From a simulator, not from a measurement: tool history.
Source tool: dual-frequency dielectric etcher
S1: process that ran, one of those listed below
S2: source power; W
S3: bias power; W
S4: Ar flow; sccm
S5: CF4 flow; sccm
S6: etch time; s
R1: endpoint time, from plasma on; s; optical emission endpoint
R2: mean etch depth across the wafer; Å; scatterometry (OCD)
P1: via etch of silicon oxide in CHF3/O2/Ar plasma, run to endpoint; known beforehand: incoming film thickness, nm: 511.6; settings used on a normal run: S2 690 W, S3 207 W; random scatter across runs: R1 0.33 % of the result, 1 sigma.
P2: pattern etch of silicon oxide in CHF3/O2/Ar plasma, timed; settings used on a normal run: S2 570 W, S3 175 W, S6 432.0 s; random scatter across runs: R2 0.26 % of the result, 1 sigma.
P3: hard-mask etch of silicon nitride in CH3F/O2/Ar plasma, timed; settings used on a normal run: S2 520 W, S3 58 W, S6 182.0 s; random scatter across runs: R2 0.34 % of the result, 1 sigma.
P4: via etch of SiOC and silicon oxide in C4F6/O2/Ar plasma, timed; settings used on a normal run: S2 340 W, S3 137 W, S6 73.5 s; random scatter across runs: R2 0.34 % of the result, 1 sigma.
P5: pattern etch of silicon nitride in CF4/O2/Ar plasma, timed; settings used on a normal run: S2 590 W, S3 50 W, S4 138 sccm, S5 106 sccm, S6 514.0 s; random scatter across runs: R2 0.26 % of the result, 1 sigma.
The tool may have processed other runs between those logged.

run	hour	S1	S2	S3	S4	S5	S6	R1	R2
1	9.8	P1	690	207				235.42	
2	22.3	P5	590	50	138	106	514.0		10780.00
3	33.2	P5	590	50	138	148	514.0		11326.00
4	43.2	P3	390	58			182.0		1144.40
5	57.7	P5	700	50	138	106	514.0		12531.00
6	71.2	P1	690	157				257.60	
7	80.2	P1	840	161				236.13	
8	88.2	P1	690	207				234.89	
9	96.6	P3	520	80			182.0		1437.20
10	104.9	P2	570	175			248.5		4748.70
11	119.0	P2	760	175			432.0		9251.80
12	131.2	P5	590	70	138	106	514.0		12369.00
13	140.6	P2	570	245			432.0		9327.90
14	148.0	P1	690	207				234.27	
15	156.5	P4	340	180			73.5		805.53
16	170.6	P4	470	137			73.5		834.56
17	183.3	P1	820	262				203.40	
18	194.5	P4	340	137			73.5		738.64
19	208.9	P2	570	175			432.0		8310.00
20	221.6	P1	690	286				209.54	
21	234.4	P1	430	207				280.93	
22	249.4	P1	900	207				211.86	
23	260.0	P1	690	207				234.87	
24	267.5	P1	690	207				234.81	
25	282.5	P5	590	50	110	106	514.0		11158.00
26	293.8	P5	590	50	138	106	706.0		14917.00
27	306.2	P3	520	58			182.0		1278.80
28	316.8	P4	340	137			102.0		1021.60
29	327.7	P1	690	207				232.73	
30	341.3	P3	520	58			101.5		713.74
31	348.0	P1	690	207				233.63	
32	360.5	P1	690	207				234.59	
33	372.2	P1	690	207				235.47	
34	385.4	P1	690	207				235.21	
35	392.6	P1	690	207				236.31	
36	403.2	P1	690	207				238.68	
37	417.6	P1	690	207				238.73	
38	428.5	P1	690	207				237.04	
# hour 436.7: wet clean of the chamber
39	441.9	P1	690	207				238.65	
40	455.4	P1	690	207				237.47	
41	467.8	P1	690	207				239.07	

P1 has crept away from where it was. The log is fitted equally well by each of these 2 causes, at the sizes shown:
A: bias power that arrives under what is set, % = 4.78
B: source power that arrives under what is set, % = 4.29
The gradual shift began around hour 348.0.
All other causes, with the reason each is excluded:
chamber walls in a state that lowers the etch rate, %: serviced at hour 436.7, after the drift had started, without restoring the earlier output

Of the 4 check runs listed below, each run on one wafer and each result written as a question mark, which would let you distinguish the listed causes because they would give clearly different results?
check 1	480.2	P5	590	50	138	147	514.0		?
check 2	480.2	P3	520	79			104.5		?
check 3	480.2	P2	570	243			432.0		?
check 4	480.2	P4	340	175			73.5		?

Expected result of each check under each candidate cause:
check	result	if A	if B
check 1	R2	11111.00	10886.00
check 2	R2	802.50	802.58
check 3	R2	9130.30	9138.80
check 4	R2	782.52	781.61
Smallest distance between any two causes, each pair judged by its most separating result, in per cent: check 1 2.04 %; check 2 0.01 %; check 3 0.09 %; check 4 0.12 %
Check 1 is the one run that separates the causes; every other check would come out nearly the same whichever cause is at work.

Here is what check 1 returned: R2 11117.00 Å. Which cause is it?

It was cause A: bias power that arrives under what is set, %.
